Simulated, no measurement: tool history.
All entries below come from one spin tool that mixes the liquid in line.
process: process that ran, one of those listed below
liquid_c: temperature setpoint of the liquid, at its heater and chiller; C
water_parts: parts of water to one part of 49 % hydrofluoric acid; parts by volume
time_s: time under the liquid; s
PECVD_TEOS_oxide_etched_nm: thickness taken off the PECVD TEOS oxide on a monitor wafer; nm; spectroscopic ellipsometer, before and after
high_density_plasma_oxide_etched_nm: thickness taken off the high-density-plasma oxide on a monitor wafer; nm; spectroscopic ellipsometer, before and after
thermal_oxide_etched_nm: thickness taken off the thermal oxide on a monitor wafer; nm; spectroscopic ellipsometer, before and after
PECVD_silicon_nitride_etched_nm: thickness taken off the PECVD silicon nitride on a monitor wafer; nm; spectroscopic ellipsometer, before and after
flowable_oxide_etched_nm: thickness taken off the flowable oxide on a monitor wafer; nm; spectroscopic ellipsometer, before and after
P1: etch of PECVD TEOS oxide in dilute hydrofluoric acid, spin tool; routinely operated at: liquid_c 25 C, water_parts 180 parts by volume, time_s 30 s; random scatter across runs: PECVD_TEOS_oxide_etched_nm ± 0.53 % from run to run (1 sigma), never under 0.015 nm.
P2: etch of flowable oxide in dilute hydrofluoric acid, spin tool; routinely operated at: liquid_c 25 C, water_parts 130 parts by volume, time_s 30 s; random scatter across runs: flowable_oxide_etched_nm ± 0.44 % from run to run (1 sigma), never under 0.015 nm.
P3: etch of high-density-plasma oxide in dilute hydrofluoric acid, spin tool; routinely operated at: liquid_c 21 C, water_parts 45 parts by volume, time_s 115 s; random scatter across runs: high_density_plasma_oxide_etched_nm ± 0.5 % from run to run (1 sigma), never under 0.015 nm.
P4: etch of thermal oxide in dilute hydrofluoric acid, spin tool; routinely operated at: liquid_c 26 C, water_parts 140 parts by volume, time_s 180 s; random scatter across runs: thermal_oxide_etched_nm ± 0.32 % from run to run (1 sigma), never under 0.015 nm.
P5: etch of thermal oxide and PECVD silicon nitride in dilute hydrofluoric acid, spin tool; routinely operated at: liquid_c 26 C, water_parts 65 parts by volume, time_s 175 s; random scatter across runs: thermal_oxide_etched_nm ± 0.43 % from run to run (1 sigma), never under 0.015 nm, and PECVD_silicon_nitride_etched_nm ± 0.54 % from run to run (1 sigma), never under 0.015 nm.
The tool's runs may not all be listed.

| run | day | process | liquid_c | water_parts | time_s | PECVD_TEOS_oxide_etched_nm | high_density_plasma_oxide_etched_nm | thermal_oxide_etched_nm | PECVD_silicon_nitride_etched_nm | flowable_oxide_etched_nm |
|---|---|---|---|---|---|---|---|---|---|---|
| 1 | 0.333 | P1 | 25 | 180 | 30 | 4.4144 |  |  |  |  |
| 2 | 0.708 | P1 | 25 | 180 | 30 | 4.4069 |  |  |  |  |
| 3 | 1.192 | P1 | 25 | 180 | 30 | 4.4015 |  |  |  |  |
| 4 | 1.838 | P3 | 21 | 45 | 115 |  | 16.484 |  |  |  |
| 5 | 2.442 | P5 | 34 | 65 | 175 |  |  | 19.272 | 27.917 |  |
| 6 | 2.975 | P4 | 26 | 140 | 15 |  |  | 0.57204 |  |  |
| 7 | 3.454 | P2 | 25 | 75 | 30 |  |  |  |  | 17.763 |
| 8 | 3.825 | P4 | 18.5 | 140 | 180 |  |  | 5.0984 |  |  |
| 9 | 4.3 | P1 | 20 | 180 | 30 | 3.6282 |  |  |  |  |
| 10 | 4.842 | P1 | 25 | 180 | 15 | 2.1764 |  |  |  |  |
| 11 | 5.279 | P4 | 26 | 140 | 180 |  |  | 6.8097 |  |  |
| 12 | 5.662 | P5 | 26 | 100 | 175 |  |  | 8.7148 | 10.971 |  |
| 13 | 6.096 | P1 | 25 | 180 | 30 | 4.4198 |  |  |  |  |
| 14 | 6.642 | P4 | 26 | 140 | 180 |  |  | 6.8006 |  |  |
| 15 | 7.162 | P4 | 26 | 70 | 180 |  |  | 14.861 |  |  |
| 16 | 7.575 | P3 | 26.5 | 45 | 115 |  | 20.7 |  |  |  |
| 17 | 7.917 | P5 | 26 | 65 | 340 |  |  | 27.187 | 32.575 |  |
| 18 | 8.258 | P2 | 30.5 | 130 | 30 |  |  |  |  | 11.789 |
| 19 | 8.9 | P1 | 25 | 110 | 30 | 7.8079 |  |  |  |  |
| 20 | 9.379 | P1 | 25 | 180 | 30 | 4.4076 |  |  |  |  |
| 21 | 9.996 | P3 | 21 | 45 | 115 |  | 16.565 |  |  |  |
| 22 | 10.629 | P3 | 21 | 45 | 195 |  | 28.136 |  |  |  |
| 23 | 11.025 | P1 | 25 | 180 | 60 | 8.8441 |  |  |  |  |
| 24 | 11.508 | P1 | 25 | 180 | 30 | 4.3664 |  |  |  |  |
| 25 | 12.1 | P1 | 25 | 180 | 30 | 4.382 |  |  |  |  |
| 26 | 12.629 | P2 | 25 | 130 | 30 |  |  |  |  | 9.6594 |
| 27 | 13.108 | P1 | 25 | 310 | 30 | 2.2163 |  |  |  |  |
| 28 | 13.442 | P2 | 25 | 130 | 30 |  |  |  |  | 9.6742 |
| 29 | 13.954 | P1 | 25 | 60 | 15 | 7.6585 |  |  |  |  |
| 30 | 14.625 | P5 | 26 | 65 | 175 |  |  | 14.008 | 16.899 |  |
|  | 14.692 | hydrofluoric acid flow meter replaced |
| 31 | 15.171 | P2 | 25 | 130 | 15 |  |  |  |  | 4.8174 |
| 32 | 15.679 | P1 | 18 | 180 | 15 | 1.6791 |  |  |  |  |
|  | 15.946 | thermometer replaced |
| 33 | 16.162 | P3 | 21 | 70 | 115 |  | 10.304 |  |  |  |
| 34 | 16.742 | P5 | 26 | 65 | 175 |  |  | 13.924 | 16.822 |  |
| 35 | 17.196 | P1 | 31.5 | 180 | 30 | 5.5373 |  |  |  |  |
| 36 | 17.792 | P1 | 25 | 180 | 30 | 4.3781 |  |  |  |  |
| 37 | 18.112 | P1 | 25 | 180 | 30 | 4.4812 |  |  |  |  |
| 38 | 18.517 | P1 | 25 | 180 | 30 | 4.5064 |  |  |  |  |
| 39 | 18.846 | P1 | 25 | 180 | 30 | 4.5558 |  |  |  |  |
| 40 | 19.138 | P1 | 25 | 180 | 30 | 4.5977 |  |  |  |  |
| 41 | 19.438 | P1 | 25 | 180 | 30 | 4.6015 |  |  |  |  |
| 42 | 19.979 | P1 | 25 | 180 | 30 | 4.6091 |  |  |  |  |
| 43 | 20.325 | P1 | 25 | 180 | 30 | 4.6384 |  |  |  |  |
| 44 | 20.825 | P1 | 25 | 180 | 30 | 4.6521 |  |  |  |  |
| 45 | 21.5 | P1 | 25 | 180 | 30 | 4.7109 |  |  |  |  |
| 46 | 22.029 | P1 | 25 | 180 | 30 | 4.7049 |  |  |  |  |
| 47 | 22.375 | P1 | 25 | 180 | 30 | 4.6622 |  |  |  |  |

The output of P1 has drifted from where it used to be. Each of the 2 causes below, taken at the size shown beside it, accounts for the log equally well:
A: liquid hotter than its thermometer reads (K) = 1.63
B: hydrofluoric acid flow above the setpoint (%) = 5.11
The drift started at roughly day 17.792.

4 check runs are offered, one wafer each, their results left as question marks. Which one tells the causes apart?
| check 1 | 22.721 | P3 | 24 | 60 | 115 |  | ? |  |  |  |
| check 2 | 22.721 | P5 | 26 | 90 | 175 |  |  | ? | ? |  |
| check 3 | 22.721 | P4 | 26 | 70 | 15 |  |  | ? |  |  |
| check 4 | 22.721 | P2 | 29 | 130 | 30 |  |  |  |  | ? |

If the cause were each of the candidates in turn, the checks would give the following:
| check | result | if A | if B |
|---|---|---|---|
| check 1 | high_density_plasma_oxide_etched_nm | 14.722 | 14.54 |
| check 2 | thermal_oxide_etched_nm | 10.432 | 10.351 |
| check 2 | PECVD_silicon_nitride_etched_nm | 13.534 | 12.797 |
| check 3 | thermal_oxide_etched_nm | 1.3234 | 1.3101 |
| check 4 | flowable_oxide_etched_nm | 11.865 | 11.847 |
Smallest distance between any two causes, each pair judged by its most separating result, in per cent: check 1 1.24 %; check 2 5.6 %; check 3 1.01 %; check 4 0.15 %
Only in check 2 would the causes give clearly different results; in the remaining checks their results would be nearly the same.

Check 2 has now been run. It gave: thermal_oxide_etched_nm 10.448 nm; PECVD_silicon_nitride_etched_nm 13.578 nm. Which of the candidate causes is it?

Of the candidate causes, it is A: liquid hotter than its thermometer reads (K).
